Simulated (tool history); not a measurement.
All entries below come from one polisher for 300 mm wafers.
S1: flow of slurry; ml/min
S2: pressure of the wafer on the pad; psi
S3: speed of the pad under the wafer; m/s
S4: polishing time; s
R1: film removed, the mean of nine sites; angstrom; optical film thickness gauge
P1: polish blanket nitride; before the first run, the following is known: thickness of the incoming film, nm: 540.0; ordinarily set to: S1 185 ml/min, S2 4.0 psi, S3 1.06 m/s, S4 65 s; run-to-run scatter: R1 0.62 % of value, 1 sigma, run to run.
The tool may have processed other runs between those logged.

run,hour,S1,S2,S3,S4,R1
1,6.3,185,4.0,1.06,65,1258.50
2,10.1,185,2.2,1.06,65,694.19
3,13.2,185,4.0,1.06,38,728.83
4,19.9,185,4.0,1.06,65,1271.10
5,25.6,230,4.0,1.06,96,1921.80
6,29.9,185,4.0,1.06,65,1258.60
7,36.5,185,4.0,1.56,65,1723.00
8,40.2,185,4.0,1.06,101,1965.40
9,43.7,185,4.0,0.68,65,886.51
10,47.4,185,4.0,1.06,65,1257.90
11,54.4,185,5.2,1.06,98,2482.90
12,58.7,125,4.0,0.62,65,764.11
13,62.5,110,4.0,1.06,65,1151.60
14,66.5,185,6.3,1.06,65,1992.50
15,70.9,185,4.0,1.06,65,1260.60
16,76.0,185,4.0,1.06,65,1265.70
17,79.7,260,4.0,1.06,65,1322.50
18,84.4,185,4.0,1.06,65,1253.80
19,89.5,185,4.0,1.06,65,1229.30
20,96.0,185,4.0,1.06,65,1210.40

Run 21, settings as shown, results not yet in. Your forecast:
21,101.3,185,4.0,1.06,65,?

{"run 21": {"R1": 1186.7}}
